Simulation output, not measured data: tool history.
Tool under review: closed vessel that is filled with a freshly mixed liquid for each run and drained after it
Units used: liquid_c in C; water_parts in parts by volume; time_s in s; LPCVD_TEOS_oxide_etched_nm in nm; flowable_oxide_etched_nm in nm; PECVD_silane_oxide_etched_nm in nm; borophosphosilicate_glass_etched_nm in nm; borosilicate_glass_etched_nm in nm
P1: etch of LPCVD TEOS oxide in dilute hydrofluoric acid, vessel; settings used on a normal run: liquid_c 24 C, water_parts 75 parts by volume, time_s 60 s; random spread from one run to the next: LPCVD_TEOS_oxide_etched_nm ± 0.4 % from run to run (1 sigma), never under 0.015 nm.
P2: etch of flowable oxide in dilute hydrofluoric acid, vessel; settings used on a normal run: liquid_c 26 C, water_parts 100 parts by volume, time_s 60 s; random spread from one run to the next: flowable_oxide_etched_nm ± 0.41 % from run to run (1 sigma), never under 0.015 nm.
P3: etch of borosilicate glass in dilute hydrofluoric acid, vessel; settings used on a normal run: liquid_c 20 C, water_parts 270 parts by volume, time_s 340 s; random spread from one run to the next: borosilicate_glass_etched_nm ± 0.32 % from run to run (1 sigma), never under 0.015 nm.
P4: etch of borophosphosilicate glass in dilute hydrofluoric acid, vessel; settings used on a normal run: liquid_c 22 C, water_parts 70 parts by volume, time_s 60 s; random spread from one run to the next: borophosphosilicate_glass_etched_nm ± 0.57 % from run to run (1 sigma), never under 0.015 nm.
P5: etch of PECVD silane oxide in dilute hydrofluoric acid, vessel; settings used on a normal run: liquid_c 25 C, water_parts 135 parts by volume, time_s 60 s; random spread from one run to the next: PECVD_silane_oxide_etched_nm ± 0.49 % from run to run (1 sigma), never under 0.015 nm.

run   hour  process  liquid_c  water_parts  time_s  hours since the thermometer was replaced  hours since the hydrofluoric acid flow meter was replaced  LPCVD_TEOS_oxide_etched_nm  flowable_oxide_etched_nm  PECVD_silane_oxide_etched_nm  borophosphosilicate_glass_etched_nm  borosilicate_glass_etched_nm
  1    9.7       P1        24           75      60                                    2100.8                                                      745.6                      26.966
  2   16.4       P1        24           75      30                                    2107.5                                                      752.3                      13.481
  3   25.7       P2        26          145      60                                    2116.8                                                      761.6                                                12.838
  4   37.2       P1        24          120      90                                    2128.3                                                      773.1                      24.053
  5   48.5       P5        25          135      60                                    2139.6                                                      784.4                                                                              22.622
  6   56.4       P1        24           40      60                                    2147.5                                                      792.3                      53.348
  7   68.1       P4        22           70      60                                    2159.2                                                        804                                                                                                                   39.031
  8     77       P3        20          270     340                                    2168.1                                                      812.9                                                                                                                                                  31.79
  9   85.7       P5      32.5          135      60                                    2176.8                                                      821.6                                                                              29.799
 10   97.6       P2        26          100      60                                    2188.7                                                      833.5                                                19.867
 11  109.3       P1        24           75      60                                    2200.4                                                      845.2                      27.266
 12    121       P2        18          100      60                                    2212.1                                                      856.9                                                 14.26
 13  130.2       P3      23.5          270     340                                    2221.3                                                      866.1                                                                                                                                                 36.255
 14  137.5       P4      27.5           70      60                                    2228.6                                                      873.4                                                                                                                   49.184
 15  143.6       P5        25          135      90                                    2234.7                                                      879.5                                                                              33.703
 16  150.4       P1        24           75      60                                    2241.5                                                      886.3                      27.022
 17  160.1       P3        20          490     340                                    2251.2                                                        896                                                                                                                                                 14.704
 18  168.3       P1        24           75      60                                    2259.4                                                      904.2                      27.067
 19  173.8       P5        25          135      60                                    2264.9                                                      909.7                                                                              22.522
 20  185.2       P1      30.5           75      60                                    2276.3                                                      921.1                      34.813
 21  194.5       P1        24           75      60                                    2285.6                                                      930.4                      27.285
 22  200.9       P1        24           75      60                                      2292                                                      936.8                      27.059
 23  208.7       P3        20          270     340                                    2299.8                                                      944.6                                                                                                                                                 31.992
 24  214.7       P1        24          120      60                                    2305.8                                                      950.6                      15.945
 25  225.1       P2        26          100     120                                    2316.2                                                        961                                                39.709
 26  236.3       P1        20           75      60                                    2327.4                                                      972.2                      22.995
 27  244.5       P4        22           70      60                                    2335.6                                                      980.4                                                                                                                    39.54
 28  252.9       P4        22           20      60                                      2344                                                      988.8                                                                                                                    145.9
 29  261.8       P1        24           75     100                                    2352.9                                                      997.7                      45.231

Forecast run 30:
 30  272.6       P2        26          100      60                                    2363.7                                                     1008.5                                                     ?

flowable_oxide_etched_nm: 19.803 nm

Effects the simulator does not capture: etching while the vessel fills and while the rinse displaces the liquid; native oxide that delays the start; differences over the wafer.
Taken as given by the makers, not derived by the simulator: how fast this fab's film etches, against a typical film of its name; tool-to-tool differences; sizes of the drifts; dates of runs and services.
